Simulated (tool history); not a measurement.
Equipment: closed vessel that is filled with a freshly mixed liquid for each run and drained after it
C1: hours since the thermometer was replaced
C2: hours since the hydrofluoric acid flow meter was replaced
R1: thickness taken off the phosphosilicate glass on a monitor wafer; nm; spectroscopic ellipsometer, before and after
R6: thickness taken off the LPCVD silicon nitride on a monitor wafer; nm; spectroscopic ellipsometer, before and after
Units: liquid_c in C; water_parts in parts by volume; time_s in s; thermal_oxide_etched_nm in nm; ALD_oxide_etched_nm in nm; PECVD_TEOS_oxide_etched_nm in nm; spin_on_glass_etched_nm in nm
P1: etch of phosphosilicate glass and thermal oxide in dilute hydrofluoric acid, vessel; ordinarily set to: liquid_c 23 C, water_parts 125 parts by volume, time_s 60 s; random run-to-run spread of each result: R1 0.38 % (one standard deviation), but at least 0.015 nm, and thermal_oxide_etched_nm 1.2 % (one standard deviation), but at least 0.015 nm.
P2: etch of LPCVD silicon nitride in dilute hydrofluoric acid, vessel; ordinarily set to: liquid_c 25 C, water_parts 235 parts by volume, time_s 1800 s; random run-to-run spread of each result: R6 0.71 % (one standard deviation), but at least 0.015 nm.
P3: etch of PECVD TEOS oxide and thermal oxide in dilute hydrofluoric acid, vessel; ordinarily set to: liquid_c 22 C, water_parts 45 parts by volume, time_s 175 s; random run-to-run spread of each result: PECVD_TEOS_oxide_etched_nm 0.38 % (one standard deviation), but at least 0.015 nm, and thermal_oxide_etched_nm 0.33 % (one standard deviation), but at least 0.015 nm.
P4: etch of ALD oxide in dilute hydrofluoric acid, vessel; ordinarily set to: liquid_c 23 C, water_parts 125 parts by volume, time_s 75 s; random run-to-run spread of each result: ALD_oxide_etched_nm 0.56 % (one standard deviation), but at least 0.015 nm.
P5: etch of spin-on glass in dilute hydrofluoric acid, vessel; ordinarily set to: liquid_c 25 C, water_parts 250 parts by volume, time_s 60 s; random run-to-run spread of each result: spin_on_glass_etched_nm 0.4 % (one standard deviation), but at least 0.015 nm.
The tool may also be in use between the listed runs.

{"run": 1, "hour": 5.0, "process": "P1", "liquid_c": 23, "water_parts": 125, "time_s": 60, "C1": 1480.8, "C2": 1409.8, "R1": 66.76, "thermal_oxide_etched_nm": 2.1112}
{"run": 2, "hour": 12.4, "process": "P4", "liquid_c": 23, "water_parts": 125, "time_s": 135, "C1": 1488.2, "C2": 1417.2, "ALD_oxide_etched_nm": 25.86}
{"run": 3, "hour": 20.7, "process": "P3", "liquid_c": 22, "water_parts": 45, "time_s": 175, "C1": 1496.5, "C2": 1425.5, "thermal_oxide_etched_nm": 19.1, "PECVD_TEOS_oxide_etched_nm": 53.833}
{"run": 4, "hour": 25.5, "process": "P1", "liquid_c": 23, "water_parts": 125, "time_s": 30, "C1": 1501.3, "C2": 1430.3, "R1": 33.625, "thermal_oxide_etched_nm": 1.0459}
{"run": 5, "hour": 30.8, "process": "P1", "liquid_c": 18.5, "water_parts": 215, "time_s": 60, "C1": 1506.6, "C2": 1435.6, "R1": 29.431, "thermal_oxide_etched_nm": 0.91472}
{"run": 6, "hour": 36.5, "process": "P5", "liquid_c": 25, "water_parts": 250, "time_s": 105, "C1": 1512.3, "C2": 1441.3, "spin_on_glass_etched_nm": 18.28}
{"run": 7, "hour": 44.4, "process": "P5", "liquid_c": 25, "water_parts": 250, "time_s": 60, "C1": 1520.2, "C2": 1449.2, "spin_on_glass_etched_nm": 10.366}
{"run": 8, "hour": 49.8, "process": "P4", "liquid_c": 17, "water_parts": 125, "time_s": 75, "C1": 1525.6, "C2": 1454.6, "ALD_oxide_etched_nm": 11.18}
{"run": 9, "hour": 54.2, "process": "P2", "liquid_c": 25, "water_parts": 50, "time_s": 1800, "C1": 1530, "C2": 1459, "R6": 18.423}
{"run": 10, "hour": 59.7, "process": "P1", "liquid_c": 23, "water_parts": 125, "time_s": 60, "C1": 1535.5, "C2": 1464.5, "R1": 66.443, "thermal_oxide_etched_nm": 2.1055}
{"run": 11, "hour": 65.2, "process": "P5", "liquid_c": 25, "water_parts": 250, "time_s": 60, "C1": 1541, "C2": 1470, "spin_on_glass_etched_nm": 10.357}
{"run": 12, "hour": 73.1, "process": "P2", "liquid_c": 25, "water_parts": 235, "time_s": 1800, "C1": 1548.9, "C2": 1477.9, "R6": 3.997}
{"run": 13, "hour": 78.9, "process": "P1", "liquid_c": 23, "water_parts": 125, "time_s": 60, "C1": 1554.7, "C2": 1483.7, "R1": 66.577, "thermal_oxide_etched_nm": 2.1012}
{"run": 14, "hour": 84.1, "process": "P1", "liquid_c": 23, "water_parts": 125, "time_s": 60, "C1": 1559.9, "C2": 1488.9, "R1": 66.656, "thermal_oxide_etched_nm": 2.0909}
{"run": 15, "hour": 91.6, "process": "P4", "liquid_c": 23, "water_parts": 125, "time_s": 75, "C1": 1567.4, "C2": 1496.4, "ALD_oxide_etched_nm": 14.415}
{"run": 16, "hour": 99.5, "process": "P2", "liquid_c": 25, "water_parts": 235, "time_s": 1800, "C1": 1575.3, "C2": 1504.3, "R6": 3.9511}
{"run": 17, "hour": 104.0, "process": "P3", "liquid_c": 22, "water_parts": 45, "time_s": 315, "C1": 1579.8, "C2": 1508.8, "thermal_oxide_etched_nm": 34.136, "PECVD_TEOS_oxide_etched_nm": 96.528}
{"run": 18, "hour": 110.8, "process": "P1", "liquid_c": 23, "water_parts": 125, "time_s": 60, "C1": 1586.6, "C2": 1515.6, "R1": 66.623, "thermal_oxide_etched_nm": 2.0971}
{"run": 19, "hour": 115.0, "process": "P1", "liquid_c": 23, "water_parts": 125, "time_s": 60, "C1": 1590.8, "C2": 1519.8, "R1": 66.116, "thermal_oxide_etched_nm": 2.0796}
{"run": 20, "hour": 120.2, "process": "P2", "liquid_c": 25, "water_parts": 235, "time_s": 3120, "C1": 1596, "C2": 1525, "R6": 6.883}
{"run": 21, "hour": 124.1, "process": "P4", "liquid_c": 23, "water_parts": 125, "time_s": 75, "C1": 1599.9, "C2": 1528.9, "ALD_oxide_etched_nm": 14.468}
{"run": 22, "hour": 130.4, "process": "P4", "liquid_c": 23, "water_parts": 185, "time_s": 75, "C1": 1606.2, "C2": 1535.2, "ALD_oxide_etched_nm": 9.2211}
{"run": 23, "hour": 136.7, "process": "P3", "liquid_c": 22, "water_parts": 70, "time_s": 175, "C1": 1612.5, "C2": 1541.5, "thermal_oxide_etched_nm": 11.95, "PECVD_TEOS_oxide_etched_nm": 33.508}
{"run": 24, "hour": 142.3, "process": "P1", "liquid_c": 27.5, "water_parts": 125, "time_s": 60, "C1": 1618.1, "C2": 1547.1, "R1": 79.171, "thermal_oxide_etched_nm": 2.469}
{"run": 25, "hour": 148.8, "process": "P1", "liquid_c": 23, "water_parts": 180, "time_s": 60, "C1": 1624.6, "C2": 1553.6, "R1": 43.589, "thermal_oxide_etched_nm": 1.3862}
{"run": 26, "hour": 154.9, "process": "P1", "liquid_c": 23, "water_parts": 80, "time_s": 60, "C1": 1630.7, "C2": 1559.7, "R1": 110.03, "thermal_oxide_etched_nm": 3.4475}
{"run": 27, "hour": 159.3, "process": "P3", "liquid_c": 17, "water_parts": 45, "time_s": 175, "C1": 1635.1, "C2": 1564.1, "thermal_oxide_etched_nm": 15.321, "PECVD_TEOS_oxide_etched_nm": 43.276}
{"run": 28, "hour": 164.2, "process": "P5", "liquid_c": 18, "water_parts": 250, "time_s": 60, "C1": 1640, "C2": 1569, "spin_on_glass_etched_nm": 8.0153}
{"run": 29, "hour": 168.7, "process": "P5", "liquid_c": 25, "water_parts": 65, "time_s": 60, "C1": 1644.5, "C2": 1573.5, "spin_on_glass_etched_nm": 49.419}
{"run": 30, "hour": 176.3, "process": "P1", "liquid_c": 26.5, "water_parts": 125, "time_s": 30, "C1": 1652.1, "C2": 1581.1, "R1": 38.026, "thermal_oxide_etched_nm": 1.2174}
{"run": 31, "hour": 183.2, "process": "P2", "liquid_c": 33.5, "water_parts": 235, "time_s": 1800, "C1": 1659, "C2": 1588, "R6": 6.5828}
{"run": 32, "hour": 189.8, "process": "P1", "liquid_c": 28, "water_parts": 165, "time_s": 60, "C1": 1665.6, "C2": 1594.6, "R1": 57.948, "thermal_oxide_etched_nm": 1.8648}
{"run": 33, "hour": 195.7, "process": "P1", "liquid_c": 23, "water_parts": 125, "time_s": 100, "C1": 1671.5, "C2": 1600.5, "R1": 111.32, "thermal_oxide_etched_nm": 3.5038}
{"run": 34, "hour": 202.6, "process": "P1", "liquid_c": 17.5, "water_parts": 125, "time_s": 60, "C1": 1678.4, "C2": 1607.4, "R1": 53.634, "thermal_oxide_etched_nm": 1.6405}
{"run": 35, "hour": 206.9, "process": "P1", "liquid_c": 23, "water_parts": 125, "time_s": 60, "C1": 1682.7, "C2": 1611.7, "R1": 66.414, "thermal_oxide_etched_nm": 2.0742}
{"run": 36, "hour": 213.4, "process": "P1", "liquid_c": 23, "water_parts": 125, "time_s": 60, "C1": 1689.2, "C2": 1618.2, "R1": 64.034, "thermal_oxide_etched_nm": 2.0494}
{"run": 37, "hour": 220.9, "process": "P1", "liquid_c": 23, "water_parts": 125, "time_s": 60, "C1": 1696.7, "C2": 1625.7, "R1": 62.521, "thermal_oxide_etched_nm": 1.9431}
{"run": 38, "hour": 227.6, "process": "P1", "liquid_c": 23, "water_parts": 125, "time_s": 60, "C1": 1703.4, "C2": 1632.4, "R1": 62.369, "thermal_oxide_etched_nm": 1.9131}
{"run": 39, "hour": 234.2, "process": "P1", "liquid_c": 23, "water_parts": 125, "time_s": 60, "C1": 1710, "C2": 1639, "R1": 61.488, "thermal_oxide_etched_nm": 1.9596}
{"run": 40, "hour": 242.1, "process": "P1", "liquid_c": 23, "water_parts": 125, "time_s": 60, "C1": 1717.9, "C2": 1646.9, "R1": 61.988, "thermal_oxide_etched_nm": 1.9897}
{"run": 41, "hour": 247.3, "process": "P1", "liquid_c": 23, "water_parts": 125, "time_s": 60, "C1": 1723.1, "C2": 1652.1, "R1": 61.301, "thermal_oxide_etched_nm": 1.9327}

Compared with where it was, what P1 gives has crept away. Each cause listed below fits the log as well as the rest, at the size given for it:
A: hydrofluoric acid flow below the setpoint (%) = 6.62
B: liquid colder than its thermometer reads (K) = 1.99
Onset of the creep was near hour 206.9.

Question marks stand in for the results of the 4 check runs listed below, each run on one wafer. Under which run would the listed causes show clearly different results?
{"run": "check 1", "hour": 252.5, "process": "P4", "liquid_c": 23, "water_parts": 165, "time_s": 130, "ALD_oxide_etched_nm": "?"}
{"run": "check 2", "hour": 252.5, "process": "P2", "liquid_c": 25, "water_parts": 130, "time_s": 1800, "R6": "?"}
{"run": "check 3", "hour": 252.5, "process": "P3", "liquid_c": 22, "water_parts": 70, "time_s": 295, "thermal_oxide_etched_nm": "?", "PECVD_TEOS_oxide_etched_nm": "?"}
{"run": "check 4", "hour": 252.5, "process": "P5", "liquid_c": 25, "water_parts": 105, "time_s": 60, "spin_on_glass_etched_nm": "?"}

Check results expected under each cause:
check=check_1 result=ALD_oxide_etched_nm if_A=16.64 if_B=16.713
check=check_2 result=R6 if_A=6.72 if_B=6.3196
check=check_3 result=thermal_oxide_etched_nm if_A=18.514 if_B=18.364
check=check_3 result=PECVD_TEOS_oxide_etched_nm if_A=52.267 if_B=51.843
check=check_4 result=spin_on_glass_etched_nm if_A=26.937 if_B=26.914
Smallest distance between any two causes, each pair judged by its most separating result, in per cent: check 1 0.44 %; check 2 6.14 %; check 3 0.82 %; check 4 0.09 %
The other checks would show nearly matching results whichever cause is true, so check 2 is the only one that separates the causes.

Then check 2 was run and gave: R6 6.3865 nm. Which cause is it?

It was cause B: liquid colder than its thermometer reads (K).
